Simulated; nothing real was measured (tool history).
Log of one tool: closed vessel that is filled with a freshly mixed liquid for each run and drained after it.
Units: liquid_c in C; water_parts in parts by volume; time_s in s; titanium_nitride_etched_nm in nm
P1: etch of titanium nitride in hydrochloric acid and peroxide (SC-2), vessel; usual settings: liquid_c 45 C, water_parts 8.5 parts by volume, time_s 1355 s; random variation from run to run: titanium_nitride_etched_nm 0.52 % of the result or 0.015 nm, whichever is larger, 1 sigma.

run 1 day=0.221 | liquid_c=45 water_parts=8.5 time_s=1355 | titanium_nitride_etched_nm=21.14
run 2 day=0.508 | liquid_c=45 water_parts=8.5 time_s=1355 | titanium_nitride_etched_nm=21.356
-- day=0.721 thermometer replaced
run 3 day=0.754 | liquid_c=45 water_parts=12 time_s=2655 | titanium_nitride_etched_nm=31.32
run 4 day=0.979 | liquid_c=35 water_parts=8.5 time_s=1355 | titanium_nitride_etched_nm=10.513
run 5 day=1.154 | liquid_c=45 water_parts=8.5 time_s=1355 | titanium_nitride_etched_nm=21.164
run 6 day=1.312 | liquid_c=45 water_parts=14.5 time_s=1355 | titanium_nitride_etched_nm=13.457
run 7 day=1.638 | liquid_c=45 water_parts=8.5 time_s=2660 | titanium_nitride_etched_nm=41.8
run 8 day=1.938 | liquid_c=45 water_parts=8.5 time_s=1355 | titanium_nitride_etched_nm=20.983
run 9 day=2.121 | liquid_c=35 water_parts=11.5 time_s=1355 | titanium_nitride_etched_nm=8.1017
run 10 day=2.271 | liquid_c=35 water_parts=4 time_s=1355 | titanium_nitride_etched_nm=18.376
run 11 day=2.592 | liquid_c=45 water_parts=8.5 time_s=1355 | titanium_nitride_etched_nm=21.373
run 12 day=2.925 | liquid_c=45 water_parts=8.5 time_s=1355 | titanium_nitride_etched_nm=21.123
run 13 day=3.088 | liquid_c=55.5 water_parts=8.5 time_s=1355 | titanium_nitride_etched_nm=42.792
run 14 day=3.392 | liquid_c=45 water_parts=4 time_s=1355 | titanium_nitride_etched_nm=37.319
run 15 day=3.596 | liquid_c=45 water_parts=8.5 time_s=290 | titanium_nitride_etched_nm=4.5285
run 16 day=3.808 | liquid_c=45 water_parts=8.5 time_s=1355 | titanium_nitride_etched_nm=21.222
run 17 day=4.117 | liquid_c=45 water_parts=8.5 time_s=1355 | titanium_nitride_etched_nm=20.186
run 18 day=4.421 | liquid_c=45 water_parts=8.5 time_s=1355 | titanium_nitride_etched_nm=19.775
-- day=4.733 new drum of peroxide connected
run 19 day=4.754 | liquid_c=45 water_parts=8.5 time_s=1355 | titanium_nitride_etched_nm=19.392
run 20 day=4.975 | liquid_c=45 water_parts=8.5 time_s=1355 | titanium_nitride_etched_nm=19.277
run 21 day=5.221 | liquid_c=45 water_parts=8.5 time_s=1355 | titanium_nitride_etched_nm=19.38
run 22 day=5.517 | liquid_c=45 water_parts=8.5 time_s=1355 | titanium_nitride_etched_nm=19.118

What P1 gives has crept away from where it was. These 2 causes fit the log equally well, each at the size given:
A: chemicals flow below the setpoint (%) = 11.6
B: liquid colder than its thermometer reads (K) = 1.47
The creep began at about day 3.808.
Why every other cause is out:
peroxide weaker than its label (%): serviced at day 4.733, which brought nothing back

4 check runs are offered, each on 3 wafers whose results are averaged, their results left as question marks. Which one tells the causes apart?
run check 1 day=5.812 | liquid_c=35 water_parts=4 time_s=1355 | titanium_nitride_etched_nm=?
run check 2 day=5.812 | liquid_c=35.5 water_parts=14 time_s=1355 | titanium_nitride_etched_nm=?
run check 3 day=5.812 | liquid_c=45 water_parts=11.5 time_s=2505 | titanium_nitride_etched_nm=?
run check 4 day=5.812 | liquid_c=45 water_parts=12.5 time_s=1355 | titanium_nitride_etched_nm=?

What each check would give under each cause:
check=check_1 result=titanium_nitride_etched_nm if_A=16.805 if_B=16.399
check=check_2 result=titanium_nitride_etched_nm if_A=6.3765 if_B=6.3812
check=check_3 result=titanium_nitride_etched_nm if_A=27.477 if_B=27.597
check=check_4 result=titanium_nitride_etched_nm if_A=13.821 if_B=13.898
How far apart the two closest causes lie, in the result that separates them most: check 1 2.44 %; check 2 0.07 %; check 3 0.44 %; check 4 0.56 %
Check 1 tells the causes apart: in the others they would give nearly the same result.

Check 1 was then run and gave: titanium_nitride_etched_nm 16.834 nm. Which cause is it?

It is A: chemicals flow below the setpoint (%).

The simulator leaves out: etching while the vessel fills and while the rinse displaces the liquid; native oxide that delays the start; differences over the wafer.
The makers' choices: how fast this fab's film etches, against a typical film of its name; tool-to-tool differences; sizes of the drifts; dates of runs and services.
